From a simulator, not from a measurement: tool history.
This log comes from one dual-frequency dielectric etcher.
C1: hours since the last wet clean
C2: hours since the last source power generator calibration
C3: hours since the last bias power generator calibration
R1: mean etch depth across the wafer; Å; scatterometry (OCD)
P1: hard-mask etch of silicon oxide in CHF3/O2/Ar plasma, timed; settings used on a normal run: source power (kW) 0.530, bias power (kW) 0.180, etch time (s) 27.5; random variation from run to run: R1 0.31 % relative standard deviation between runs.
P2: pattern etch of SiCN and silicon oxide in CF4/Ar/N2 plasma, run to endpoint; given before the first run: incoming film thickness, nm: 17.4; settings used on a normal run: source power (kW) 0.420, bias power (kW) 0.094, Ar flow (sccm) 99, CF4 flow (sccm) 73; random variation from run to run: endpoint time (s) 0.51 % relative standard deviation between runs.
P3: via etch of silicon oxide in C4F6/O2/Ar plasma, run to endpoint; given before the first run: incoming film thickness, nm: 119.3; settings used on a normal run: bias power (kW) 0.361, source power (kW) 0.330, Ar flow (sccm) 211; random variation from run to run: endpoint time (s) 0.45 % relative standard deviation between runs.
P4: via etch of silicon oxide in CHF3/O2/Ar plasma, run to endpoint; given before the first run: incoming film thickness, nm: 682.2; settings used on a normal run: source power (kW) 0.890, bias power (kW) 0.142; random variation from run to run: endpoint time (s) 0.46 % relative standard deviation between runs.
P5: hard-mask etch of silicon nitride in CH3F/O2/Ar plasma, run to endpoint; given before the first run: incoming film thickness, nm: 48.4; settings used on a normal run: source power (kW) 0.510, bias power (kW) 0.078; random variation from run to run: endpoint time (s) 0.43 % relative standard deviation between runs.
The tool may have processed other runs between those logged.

{"run": 1, "hour": 6.4, "process that ran": "P1", "source power (kW)": 0.53, "bias power (kW)": 0.18, "etch time (s)": 27.5, "C1": 305.1, "C2": 3021.3, "C3": 1455.6, "R1": 523.55}
{"run": 2, "hour": 17.0, "process that ran": "P1", "source power (kW)": 0.53, "bias power (kW)": 0.18, "etch time (s)": 27.5, "C1": 315.7, "C2": 3031.9, "C3": 1466.2, "R1": 521.56}
{"run": 3, "hour": 24.6, "process that ran": "P5", "source power (kW)": 0.66, "bias power (kW)": 0.078, "C1": 323.3, "C2": 3039.5, "C3": 1473.8, "endpoint time (s)": 55.955}
{"run": 4, "hour": 34.2, "process that ran": "P3", "source power (kW)": 0.33, "bias power (kW)": 0.361, "Ar flow (sccm)": 160, "C1": 332.9, "C2": 3049.1, "C3": 1483.4, "endpoint time (s)": 30.002}
{"run": 5, "hour": 40.5, "process that ran": "P2", "source power (kW)": 0.53, "bias power (kW)": 0.094, "Ar flow (sccm)": 99, "CF4 flow (sccm)": 73, "C1": 339.2, "C2": 3055.4, "C3": 1489.7, "endpoint time (s)": 15.492}
{"run": 6, "hour": 48.3, "process that ran": "P1", "source power (kW)": 0.53, "bias power (kW)": 0.18, "etch time (s)": 34.5, "C1": 347.0, "C2": 3063.2, "C3": 1497.5, "R1": 654.98}
{"run": 7, "hour": 58.9, "process that ran": "P3", "source power (kW)": 0.33, "bias power (kW)": 0.465, "Ar flow (sccm)": 211, "C1": 357.6, "C2": 3073.8, "C3": 1508.1, "endpoint time (s)": 28.165}
{"run": 8, "hour": 67.4, "process that ran": "P2", "source power (kW)": 0.42, "bias power (kW)": 0.094, "Ar flow (sccm)": 99, "CF4 flow (sccm)": 73, "C1": 366.1, "C2": 3082.3, "C3": 1516.6, "endpoint time (s)": 18.948}
{"run": 9, "hour": 72.1, "process that ran": "P1", "source power (kW)": 0.35, "bias power (kW)": 0.18, "etch time (s)": 27.5, "C1": 370.8, "C2": 3087.0, "C3": 1521.3, "R1": 447.83}
{"run": 10, "hour": 81.2, "process that ran": "P2", "source power (kW)": 0.42, "bias power (kW)": 0.057, "Ar flow (sccm)": 99, "CF4 flow (sccm)": 73, "C1": 379.9, "C2": 3096.1, "C3": 1530.4, "endpoint time (s)": 22.221}
{"run": 11, "hour": 88.9, "process that ran": "P5", "source power (kW)": 0.51, "bias power (kW)": 0.078, "C1": 387.6, "C2": 3103.8, "C3": 1538.1, "endpoint time (s)": 62.161}
{"run": 12, "hour": 96.3, "process that ran": "P2", "source power (kW)": 0.42, "bias power (kW)": 0.094, "Ar flow (sccm)": 99, "CF4 flow (sccm)": 73, "C1": 395.0, "C2": 3111.2, "C3": 1545.5, "endpoint time (s)": 18.887}
{"run": 13, "hour": 101.2, "process that ran": "P2", "source power (kW)": 0.42, "bias power (kW)": 0.094, "Ar flow (sccm)": 99, "CF4 flow (sccm)": 99, "C1": 399.9, "C2": 3116.1, "C3": 1550.4, "endpoint time (s)": 18.096}
{"run": 14, "hour": 107.7, "process that ran": "P1", "source power (kW)": 0.53, "bias power (kW)": 0.18, "etch time (s)": 27.5, "C1": 406.4, "C2": 3122.6, "C3": 1556.9, "R1": 523.88}
{"run": 15, "hour": 113.9, "process that ran": "P1", "source power (kW)": 0.73, "bias power (kW)": 0.18, "etch time (s)": 27.5, "C1": 412.6, "C2": 3128.8, "C3": 1563.1, "R1": 589.38}
{"run": 16, "hour": 123.4, "process that ran": "P5", "source power (kW)": 0.51, "bias power (kW)": 0.099, "C1": 422.1, "C2": 3138.3, "C3": 1572.6, "endpoint time (s)": 56.998}
{"run": 17, "hour": 131.0, "process that ran": "P3", "source power (kW)": 0.33, "bias power (kW)": 0.361, "Ar flow (sccm)": 211, "C1": 429.7, "C2": 3145.9, "C3": 1580.2, "endpoint time (s)": 30.75}
{"run": 18, "hour": 137.0, "process that ran": "P4", "source power (kW)": 0.73, "bias power (kW)": 0.142, "C1": 435.7, "C2": 3151.9, "C3": 1586.2, "endpoint time (s)": 346.16}
{"run": 19, "hour": 145.0, "process that ran": "P1", "source power (kW)": 0.64, "bias power (kW)": 0.144, "etch time (s)": 27.5, "C1": 443.7, "C2": 3159.9, "C3": 1594.2, "R1": 521.2}
{"run": 20, "hour": 150.0, "process that ran": "P1", "source power (kW)": 0.66, "bias power (kW)": 0.142, "etch time (s)": 27.5, "C1": 448.7, "C2": 3164.9, "C3": 1599.2, "R1": 525.54}
{"run": 21, "hour": 155.2, "process that ran": "P1", "source power (kW)": 0.53, "bias power (kW)": 0.18, "etch time (s)": 27.5, "C1": 453.9, "C2": 3170.1, "C3": 1604.4, "R1": 523.13}
{"run": 22, "hour": 165.0, "process that ran": "P1", "source power (kW)": 0.53, "bias power (kW)": 0.18, "etch time (s)": 17.5, "C1": 463.7, "C2": 3179.9, "C3": 1614.2, "R1": 333.35}
{"run": 23, "hour": 173.3, "process that ran": "P1", "source power (kW)": 0.53, "bias power (kW)": 0.18, "etch time (s)": 27.5, "C1": 472.0, "C2": 3188.2, "C3": 1622.5, "R1": 522.11}
{"run": 24, "hour": 180.7, "process that ran": "P1", "source power (kW)": 0.53, "bias power (kW)": 0.225, "etch time (s)": 27.5, "C1": 479.4, "C2": 3195.6, "C3": 1629.9, "R1": 564.17}
{"run": 25, "hour": 188.3, "process that ran": "P1", "source power (kW)": 0.34, "bias power (kW)": 0.18, "etch time (s)": 34.0, "C1": 487.0, "C2": 3203.2, "C3": 1637.5, "R1": 547.4}
{"run": 26, "hour": 194.9, "process that ran": "P3", "source power (kW)": 0.24, "bias power (kW)": 0.361, "Ar flow (sccm)": 211, "C1": 493.6, "C2": 3209.8, "C3": 1644.1, "endpoint time (s)": 35.014}
{"run": 27, "hour": 202.0, "process that ran": "P5", "source power (kW)": 0.51, "bias power (kW)": 0.078, "C1": 500.7, "C2": 3216.9, "C3": 1651.2, "endpoint time (s)": 62.141}
{"run": 28, "hour": 211.6, "process that ran": "P1", "source power (kW)": 0.53, "bias power (kW)": 0.11, "etch time (s)": 27.5, "C1": 510.3, "C2": 3226.5, "C3": 1660.8, "R1": 445.22}
{"hour": 215.5, "done": "bias power generator calibrated"}
{"run": 29, "hour": 221.7, "process that ran": "P4", "source power (kW)": 0.89, "bias power (kW)": 0.193, "C1": 520.4, "C2": 3236.6, "C3": 6.2, "endpoint time (s)": 289.14}
{"run": 30, "hour": 231.0, "process that ran": "P2", "source power (kW)": 0.42, "bias power (kW)": 0.094, "Ar flow (sccm)": 124, "CF4 flow (sccm)": 73, "C1": 529.7, "C2": 3245.9, "C3": 15.5, "endpoint time (s)": 19.428}
{"run": 31, "hour": 241.4, "process that ran": "P4", "source power (kW)": 0.89, "bias power (kW)": 0.142, "C1": 540.1, "C2": 3256.3, "C3": 25.9, "endpoint time (s)": 320.74}
{"run": 32, "hour": 246.2, "process that ran": "P1", "source power (kW)": 0.53, "bias power (kW)": 0.18, "etch time (s)": 27.5, "C1": 544.9, "C2": 3261.1, "C3": 30.7, "R1": 521.13}
{"run": 33, "hour": 255.1, "process that ran": "P1", "source power (kW)": 0.53, "bias power (kW)": 0.18, "etch time (s)": 27.5, "C1": 553.8, "C2": 3270.0, "C3": 39.6, "R1": 519.83}
{"run": 34, "hour": 265.6, "process that ran": "P1", "source power (kW)": 0.53, "bias power (kW)": 0.18, "etch time (s)": 27.5, "C1": 564.3, "C2": 3280.5, "C3": 50.1, "R1": 519.02}
{"run": 35, "hour": 271.6, "process that ran": "P1", "source power (kW)": 0.53, "bias power (kW)": 0.18, "etch time (s)": 27.5, "C1": 570.3, "C2": 3286.5, "C3": 56.1, "R1": 516.47}
{"hour": 279.3, "done": "wet clean of the chamber"}
{"run": 36, "hour": 280.6, "process that ran": "P1", "source power (kW)": 0.53, "bias power (kW)": 0.18, "etch time (s)": 27.5, "C1": 1.4, "C2": 3295.5, "C3": 65.1, "R1": 515.2}
{"run": 37, "hour": 285.6, "process that ran": "P1", "source power (kW)": 0.53, "bias power (kW)": 0.18, "etch time (s)": 27.5, "C1": 6.4, "C2": 3300.5, "C3": 70.1, "R1": 514.55}
{"run": 38, "hour": 292.9, "process that ran": "P1", "source power (kW)": 0.53, "bias power (kW)": 0.18, "etch time (s)": 27.5, "C1": 13.7, "C2": 3307.8, "C3": 77.4, "R1": 516.62}
{"run": 39, "hour": 297.8, "process that ran": "P1", "source power (kW)": 0.53, "bias power (kW)": 0.18, "etch time (s)": 27.5, "C1": 18.6, "C2": 3312.7, "C3": 82.3, "R1": 514.64}
{"run": 40, "hour": 306.3, "process that ran": "P1", "source power (kW)": 0.53, "bias power (kW)": 0.18, "etch time (s)": 27.5, "C1": 27.1, "C2": 3321.2, "C3": 90.8, "R1": 513.79}
{"run": 41, "hour": 315.2, "process that ran": "P1", "source power (kW)": 0.53, "bias power (kW)": 0.18, "etch time (s)": 27.5, "C1": 36.0, "C2": 3330.1, "C3": 99.7, "R1": 517.88}
{"run": 42, "hour": 325.2, "process that ran": "P1", "source power (kW)": 0.53, "bias power (kW)": 0.18, "etch time (s)": 27.5, "C1": 46.0, "C2": 3340.1, "C3": 109.7, "R1": 516.86}

Something has made what P1 gives creep away from where it was; the 2 causes below, each at its own stated size, fit the log equally well:
A: bias power that arrives under what is set, % = 4.55
B: source power that arrives under what is set, % = 4.04
Creep in the process output first set in at about hour 246.2.
Excluded causes, each with its reason:
chamber walls in a state that lowers the etch rate, %: work on it at hour 279.3, done after the drift set in, did not restore what the process gave before

4 check runs are offered, each on 5 wafers whose results are averaged, their results left as question marks. Which one tells the causes apart?
{"run": "check 1", "hour": 335.2, "process that ran": "P4", "source power (kW)": 0.76, "bias power (kW)": 0.142, "endpoint time (s)": "?"}
{"run": "check 2", "hour": 335.2, "process that ran": "P5", "source power (kW)": 0.6, "bias power (kW)": 0.078, "endpoint time (s)": "?"}
{"run": "check 3", "hour": 335.2, "process that ran": "P2", "source power (kW)": 0.42, "bias power (kW)": 0.075, "Ar flow (sccm)": 99, "CF4 flow (sccm)": 73, "endpoint time (s)": "?"}
{"run": "check 4", "hour": 335.2, "process that ran": "P3", "source power (kW)": 0.28, "bias power (kW)": 0.361, "Ar flow (sccm)": 211, "endpoint time (s)": "?"}

Outcome of each check run for each possible cause:
check=check_1 result=endpoint_time_(s) if_A=345.210 if_B=345.750
check=check_2 result=endpoint_time_(s) if_A=59.211 if_B=59.214
check=check_3 result=endpoint_time_(s) if_A=20.819 if_B=21.253
check=check_4 result=endpoint_time_(s) if_A=33.373 if_B=33.323
Per check, the gap between the least separated pair of causes, taken in the result that splits them most: check 1 0.16 %; check 2 0 %; check 3 2.06 %; check 4 0.15 %
Of the check runs offered, only check 3 discriminates between the causes; the rest would read about the same regardless of which cause applies.

Then check 3 was run and gave: endpoint time (s) 21.322. Which cause is it?

It is B: source power that arrives under what is set, %.

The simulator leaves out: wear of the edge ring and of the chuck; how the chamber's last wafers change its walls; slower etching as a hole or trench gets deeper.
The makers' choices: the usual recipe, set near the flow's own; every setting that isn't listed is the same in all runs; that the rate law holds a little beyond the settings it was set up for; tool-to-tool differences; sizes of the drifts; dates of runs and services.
